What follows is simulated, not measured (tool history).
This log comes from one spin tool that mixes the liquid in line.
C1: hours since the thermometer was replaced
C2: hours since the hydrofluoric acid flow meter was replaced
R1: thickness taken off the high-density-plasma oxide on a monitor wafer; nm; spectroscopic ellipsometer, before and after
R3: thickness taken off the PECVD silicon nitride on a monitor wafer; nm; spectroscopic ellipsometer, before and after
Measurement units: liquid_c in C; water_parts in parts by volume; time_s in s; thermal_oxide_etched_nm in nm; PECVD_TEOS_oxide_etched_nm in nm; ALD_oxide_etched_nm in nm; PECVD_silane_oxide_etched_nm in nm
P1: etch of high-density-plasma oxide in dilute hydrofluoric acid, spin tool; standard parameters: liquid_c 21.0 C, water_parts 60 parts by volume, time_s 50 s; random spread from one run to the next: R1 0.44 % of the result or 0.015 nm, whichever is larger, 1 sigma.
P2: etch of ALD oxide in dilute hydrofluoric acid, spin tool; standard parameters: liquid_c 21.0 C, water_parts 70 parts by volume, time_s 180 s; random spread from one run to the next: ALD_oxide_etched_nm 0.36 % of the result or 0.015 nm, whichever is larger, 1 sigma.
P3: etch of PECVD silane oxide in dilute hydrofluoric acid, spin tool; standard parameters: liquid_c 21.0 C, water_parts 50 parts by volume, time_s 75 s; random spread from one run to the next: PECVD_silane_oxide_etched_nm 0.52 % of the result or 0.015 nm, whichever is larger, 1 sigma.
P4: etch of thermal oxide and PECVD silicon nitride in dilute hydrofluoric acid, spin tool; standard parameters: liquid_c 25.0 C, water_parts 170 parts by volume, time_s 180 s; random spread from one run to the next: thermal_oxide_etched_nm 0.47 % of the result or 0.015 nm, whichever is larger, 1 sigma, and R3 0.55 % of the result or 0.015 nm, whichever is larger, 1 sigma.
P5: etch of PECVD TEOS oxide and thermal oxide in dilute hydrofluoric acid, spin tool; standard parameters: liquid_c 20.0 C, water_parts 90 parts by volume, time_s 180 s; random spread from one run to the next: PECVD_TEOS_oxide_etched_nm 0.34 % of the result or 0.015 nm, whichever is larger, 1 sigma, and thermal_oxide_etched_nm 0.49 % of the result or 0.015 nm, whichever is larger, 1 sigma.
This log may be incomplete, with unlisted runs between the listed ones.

run 1 hour=14.2 | process=P1 liquid_c=21.0 water_parts=60 time_s=50 | C1=258.5 C2=570.5 | R1=5.1092
run 2 hour=23.6 | process=P4 liquid_c=25.0 water_parts=170 time_s=45 | C1=267.9 C2=579.9 | thermal_oxide_etched_nm=1.1419 R3=1.6008
run 3 hour=37.5 | process=P5 liquid_c=20.0 water_parts=35 time_s=180 | C1=281.8 C2=593.8 | thermal_oxide_etched_nm=22.8130 PECVD_TEOS_oxide_etched_nm=57.2810
run 4 hour=56.0 | process=P5 liquid_c=20.0 water_parts=90 time_s=180 | C1=300.3 C2=612.3 | thermal_oxide_etched_nm=8.3638 PECVD_TEOS_oxide_etched_nm=20.9810
run 5 hour=66.5 | process=P2 liquid_c=26.5 water_parts=70 time_s=180 | C1=310.8 C2=622.8 | ALD_oxide_etched_nm=28.425
run 6 hour=83.9 | process=P3 liquid_c=21.0 water_parts=50 time_s=75 | C1=328.2 C2=640.2 | PECVD_silane_oxide_etched_nm=38.992
run 7 hour=101.6 | process=P3 liquid_c=21.0 water_parts=50 time_s=20 | C1=345.9 C2=657.9 | PECVD_silane_oxide_etched_nm=10.514
run 8 hour=118.4 | process=P2 liquid_c=21.0 water_parts=125 time_s=180 | C1=362.7 C2=674.7 | ALD_oxide_etched_nm=11.959
run 9 hour=136.2 | process=P3 liquid_c=28.0 water_parts=50 time_s=75 | C1=380.5 C2=692.5 | PECVD_silane_oxide_etched_nm=51.896
run 10 hour=148.2 | process=P1 liquid_c=25.5 water_parts=60 time_s=50 | C1=392.5 C2=704.5 | R1=6.0674
run 11 hour=164.7 | process=P1 liquid_c=21.0 water_parts=60 time_s=15 | C1=409.0 C2=721.0 | R1=1.5455
run 12 hour=180.2 | process=P1 liquid_c=21.0 water_parts=60 time_s=70 | C1=424.5 C2=736.5 | R1=7.1819
run 13 hour=198.6 | process=P4 liquid_c=25.0 water_parts=170 time_s=180 | C1=442.9 C2=754.9 | thermal_oxide_etched_nm=4.4885 R3=6.5502
run 14 hour=208.4 | process=P1 liquid_c=24.5 water_parts=60 time_s=90 | C1=452.7 C2=764.7 | R1=10.5290
run 15 hour=226.3 | process=P3 liquid_c=21.0 water_parts=85 time_s=75 | C1=470.6 C2=782.6 | PECVD_silane_oxide_etched_nm=22.017
run 16 hour=241.2 | process=P4 liquid_c=25.0 water_parts=245 time_s=180 | C1=485.5 C2=797.5 | thermal_oxide_etched_nm=2.8750 R3=4.5885
run 17 hour=257.5 | process=P5 liquid_c=20.0 water_parts=90 time_s=25 | C1=501.8 C2=813.8 | thermal_oxide_etched_nm=1.1861 PECVD_TEOS_oxide_etched_nm=2.9367
run 18 hour=273.4 | process=P3 liquid_c=21.0 water_parts=50 time_s=75 | C1=517.7 C2=829.7 | PECVD_silane_oxide_etched_nm=39.237
run 19 hour=290.5 | process=P2 liquid_c=21.0 water_parts=70 time_s=180 | C1=534.8 C2=846.8 | ALD_oxide_etched_nm=22.897
run 20 hour=299.2 | process=P1 liquid_c=17.0 water_parts=20 time_s=50 | C1=543.5 C2=855.5 | R1=13.4400
run 21 hour=317.3 | process=P4 liquid_c=31.0 water_parts=170 time_s=180 | C1=561.6 C2=873.6 | thermal_oxide_etched_nm=5.5938 R3=9.5199
run 22 hour=325.6 | process=P1 liquid_c=21.0 water_parts=60 time_s=50 | C1=569.9 C2=881.9 | R1=5.1158
run 23 hour=339.0 | process=P1 liquid_c=17.0 water_parts=60 time_s=50 | C1=583.3 C2=895.3 | R1=4.2571
run 24 hour=350.1 | process=P1 liquid_c=21.0 water_parts=110 time_s=50 | C1=594.4 C2=906.4 | R1=2.6092
run 25 hour=359.4 | process=P1 liquid_c=21.0 water_parts=60 time_s=50 | C1=603.7 C2=915.7 | R1=5.0994
run 26 hour=369.3 | process=P1 liquid_c=21.0 water_parts=20 time_s=50 | C1=613.6 C2=925.6 | R1=15.8850
run 27 hour=386.6 | process=P5 liquid_c=25.0 water_parts=90 time_s=180 | C1=630.9 C2=942.9 | thermal_oxide_etched_nm=10.2060 PECVD_TEOS_oxide_etched_nm=25.4610
run 28 hour=403.4 | process=P1 liquid_c=21.0 water_parts=60 time_s=50 | C1=647.7 C2=959.7 | R1=5.0792
run 29 hour=421.7 | process=P4 liquid_c=25.0 water_parts=170 time_s=180 | C1=666.0 C2=978.0 | thermal_oxide_etched_nm=4.5351 R3=6.5231
run 30 hour=438.3 | process=P1 liquid_c=21.0 water_parts=60 time_s=50 | C1=682.6 C2=994.6 | R1=5.1250
run 31 hour=454.9 | process=P2 liquid_c=21.0 water_parts=70 time_s=290 | C1=699.2 C2=1011.2 | ALD_oxide_etched_nm=36.788
run 32 hour=464.5 | process=P1 liquid_c=21.0 water_parts=60 time_s=50 | C1=708.8 C2=1020.8 | R1=5.0897
run 33 hour=475.7 | process=P1 liquid_c=21.0 water_parts=60 time_s=50 | C1=720.0 C2=1032.0 | R1=4.8896
run 34 hour=488.8 | process=P1 liquid_c=21.0 water_parts=60 time_s=50 | C1=733.1 C2=1045.1 | R1=4.7313
run 35 hour=497.6 | process=P1 liquid_c=21.0 water_parts=60 time_s=50 | C1=741.9 C2=1053.9 | R1=4.6779
run 36 hour=513.7 | process=P1 liquid_c=21.0 water_parts=60 time_s=50 | C1=758.0 C2=1070.0 | R1=4.6879
run 37 hour=531.5 | process=P1 liquid_c=21.0 water_parts=60 time_s=50 | C1=775.8 C2=1087.8 | R1=4.6228
run 38 hour=541.7 | process=P1 liquid_c=21.0 water_parts=60 time_s=50 | C1=786.0 C2=1098.0 | R1=4.6579
run 39 hour=550.8 | process=P1 liquid_c=21.0 water_parts=60 time_s=50 | C1=795.1 C2=1107.1 | R1=4.5714

Compared with where it was, what P1 gives has crept away. Each cause listed below fits the log as well as the rest, at the size given for it:
A: liquid colder than its thermometer reads (K) = 2.35
B: hydrofluoric acid flow below the setpoint (%) = 8.81
The process output started creeping at around hour 464.5.

Which of the 4 check runs listed below separates the causes, so that each cause would produce a clearly different result? Each run uses one wafer, and its results are marked with question marks.
run check 1 hour=559.9 | process=P3 liquid_c=21.0 water_parts=50 time_s=75 | PECVD_silane_oxide_etched_nm=?
run check 2 hour=559.9 | process=P5 liquid_c=20.0 water_parts=90 time_s=180 | thermal_oxide_etched_nm=? PECVD_TEOS_oxide_etched_nm=?
run check 3 hour=559.9 | process=P2 liquid_c=21.0 water_parts=70 time_s=180 | ALD_oxide_etched_nm=?
run check 4 hour=559.9 | process=P4 liquid_c=25.0 water_parts=170 time_s=180 | thermal_oxide_etched_nm=? R3=?

What each check would give under each cause:
check=check_1 result=PECVD_silane_oxide_etched_nm if_A=35.627 if_B=35.691
check=check_2 result=thermal_oxide_etched_nm if_A=7.5668 if_B=7.5372
check=check_2 result=PECVD_TEOS_oxide_etched_nm if_A=18.9910 if_B=18.9170
check=check_3 result=ALD_oxide_etched_nm if_A=20.653 if_B=20.619
check=check_4 result=thermal_oxide_etched_nm if_A=4.1369 if_B=4.0471
check=check_4 result=R3 if_A=5.6464 if_B=5.9892
Per-check spread between the two closest causes, in the result where they differ most: check 1 0.18 %; check 2 0.39 %; check 3 0.16 %; check 4 5.89 %
Only check 4 tells the causes apart: in the others they would give nearly the same result.

Check 4 has now been run. It gave: thermal_oxide_etched_nm 4.0432 nm; R3 5.9846 nm. Which of the candidate causes is it?

It is B: hydrofluoric acid flow below the setpoint (%).
